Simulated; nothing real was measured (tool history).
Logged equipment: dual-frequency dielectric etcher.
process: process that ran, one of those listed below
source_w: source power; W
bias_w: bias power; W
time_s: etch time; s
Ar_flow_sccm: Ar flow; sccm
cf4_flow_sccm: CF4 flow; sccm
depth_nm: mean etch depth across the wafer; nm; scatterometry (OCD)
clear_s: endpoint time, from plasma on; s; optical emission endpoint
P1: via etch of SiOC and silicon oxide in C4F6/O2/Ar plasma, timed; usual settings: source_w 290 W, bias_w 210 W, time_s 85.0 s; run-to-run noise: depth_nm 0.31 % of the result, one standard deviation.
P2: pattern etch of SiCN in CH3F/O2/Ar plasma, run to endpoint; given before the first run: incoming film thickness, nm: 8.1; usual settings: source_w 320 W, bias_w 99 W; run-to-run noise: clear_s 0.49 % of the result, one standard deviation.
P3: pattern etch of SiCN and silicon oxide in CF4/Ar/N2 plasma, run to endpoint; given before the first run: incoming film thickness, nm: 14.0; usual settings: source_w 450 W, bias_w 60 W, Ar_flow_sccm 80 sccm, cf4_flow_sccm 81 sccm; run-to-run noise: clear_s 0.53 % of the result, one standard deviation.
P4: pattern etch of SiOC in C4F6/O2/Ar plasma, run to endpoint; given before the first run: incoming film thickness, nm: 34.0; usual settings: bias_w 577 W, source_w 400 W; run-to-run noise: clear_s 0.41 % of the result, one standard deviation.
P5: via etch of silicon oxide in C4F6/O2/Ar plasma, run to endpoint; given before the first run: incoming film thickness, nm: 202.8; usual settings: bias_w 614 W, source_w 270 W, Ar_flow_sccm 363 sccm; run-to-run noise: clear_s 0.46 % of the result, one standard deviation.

| run | hour | process | source_w | bias_w | time_s | Ar_flow_sccm | cf4_flow_sccm | hours since the last wet clean | hours since the last source power generator calibration | hours since the last bias power generator calibration | depth_nm | clear_s |
|---|---|---|---|---|---|---|---|---|---|---|---|---|
| 1 | 9.4 | P1 | 290 | 210 | 85.0 |  |  | 275.3 | 1309.9 | 701.1 | 89.965 |  |
| 2 | 15.8 | P3 | 450 | 60 |  | 80 | 81 | 281.7 | 1316.3 | 707.5 |  | 16.1920 |
| 3 | 22.0 | P5 | 390 | 614 |  | 363 |  | 287.9 | 1322.5 | 713.7 |  | 41.3610 |
| 4 | 28.0 | P4 | 400 | 765 |  |  |  | 293.9 | 1328.5 | 719.7 |  | 9.9304 |
| 5 | 39.9 | P3 | 450 | 60 |  | 109 | 81 | 305.8 | 1340.4 | 731.6 |  | 16.7900 |
| 6 | 47.5 | P2 | 240 | 99 |  |  |  | 313.4 | 1348.0 | 739.2 |  | 22.7030 |
| 7 | 57.6 | P3 | 450 | 45 |  | 80 | 81 | 323.5 | 1358.1 | 749.3 |  | 17.4640 |
| 8 | 69.8 | P1 | 290 | 143 | 85.0 |  |  | 335.7 | 1370.3 | 761.5 | 78.980 |  |
| 9 | 79.5 | P1 | 290 | 255 | 85.0 |  |  | 345.4 | 1380.0 | 771.2 | 95.704 |  |
| 10 | 86.0 | P5 | 270 | 502 |  | 363 |  | 351.9 | 1386.5 | 777.7 |  | 50.7410 |
| 11 | 96.4 | P1 | 290 | 210 | 85.0 |  |  | 362.3 | 1396.9 | 788.1 | 89.373 |  |
| 12 | 104.6 | P4 | 480 | 577 |  |  |  | 370.5 | 1405.1 | 796.3 |  | 10.2960 |
| 13 | 116.4 | P1 | 290 | 210 | 85.0 |  |  | 382.3 | 1416.9 | 808.1 | 89.582 |  |
| 14 | 123.3 | P5 | 270 | 614 |  | 247 |  | 389.2 | 1423.8 | 815.0 |  | 45.6500 |
| 15 | 131.5 | P1 | 390 | 210 | 85.0 |  |  | 397.4 | 1432.0 | 823.2 | 100.330 |  |
| 16 | 143.4 | P2 | 320 | 99 |  |  |  | 409.3 | 1443.9 | 835.1 |  | 20.4900 |
| 17 | 155.9 | P1 | 230 | 210 | 85.0 |  |  | 421.8 | 1456.4 | 847.6 | 82.104 |  |
| 18 | 167.3 | P5 | 270 | 614 |  | 363 |  | 433.2 | 1467.8 | 859.0 |  | 47.7740 |
| 19 | 176.6 | P3 | 450 | 60 |  | 80 | 103 | 442.5 | 1477.1 | 868.3 |  | 15.5510 |
|  | 180.0 | bias power generator calibrated |
| 20 | 185.8 | P1 | 290 | 210 | 47.0 |  |  | 451.7 | 1486.3 | 5.8 | 49.677 |  |
| 21 | 198.0 | P4 | 400 | 577 |  |  |  | 463.9 | 1498.5 | 18.0 |  | 10.9820 |
|  | 200.1 | wet clean of the chamber |
| 22 | 204.2 | P4 | 400 | 577 |  |  |  | 4.1 | 1504.7 | 24.2 |  | 11.0020 |
| 23 | 210.8 | P2 | 320 | 118 |  |  |  | 10.7 | 1511.3 | 30.8 |  | 19.1640 |
| 24 | 220.5 | P3 | 300 | 60 |  | 80 | 81 | 20.4 | 1521.0 | 40.5 |  | 23.1200 |
| 25 | 229.3 | P1 | 290 | 210 | 85.0 |  |  | 29.2 | 1529.8 | 49.3 | 89.968 |  |
| 26 | 242.3 | P1 | 290 | 210 | 85.0 |  |  | 42.2 | 1542.8 | 62.3 | 89.871 |  |
| 27 | 248.2 | P1 | 290 | 167 | 122.5 |  |  | 48.1 | 1548.7 | 68.2 | 120.120 |  |
| 28 | 258.4 | P1 | 290 | 210 | 85.0 |  |  | 58.3 | 1558.9 | 78.4 | 89.770 |  |
| 29 | 268.3 | P1 | 290 | 210 | 109.0 |  |  | 68.2 | 1568.8 | 88.3 | 115.420 |  |
| 30 | 278.6 | P3 | 450 | 60 |  | 80 | 81 | 78.5 | 1579.1 | 98.6 |  | 15.9820 |
| 31 | 286.4 | P2 | 320 | 99 |  |  |  | 86.3 | 1586.9 | 106.4 |  | 20.3090 |
| 32 | 298.8 | P1 | 290 | 210 | 85.0 |  |  | 98.7 | 1599.3 | 118.8 | 89.712 |  |
| 33 | 311.5 | P1 | 290 | 210 | 85.0 |  |  | 111.4 | 1612.0 | 131.5 | 90.312 |  |

Run 34 comes next. What will it give?
| 34 | 320.7 | P1 | 290 | 210 | 85.0 |  |  | 120.6 | 1621.2 | 140.7 | ? |  |

{"run 34": {"depth_nm": 91.292}}
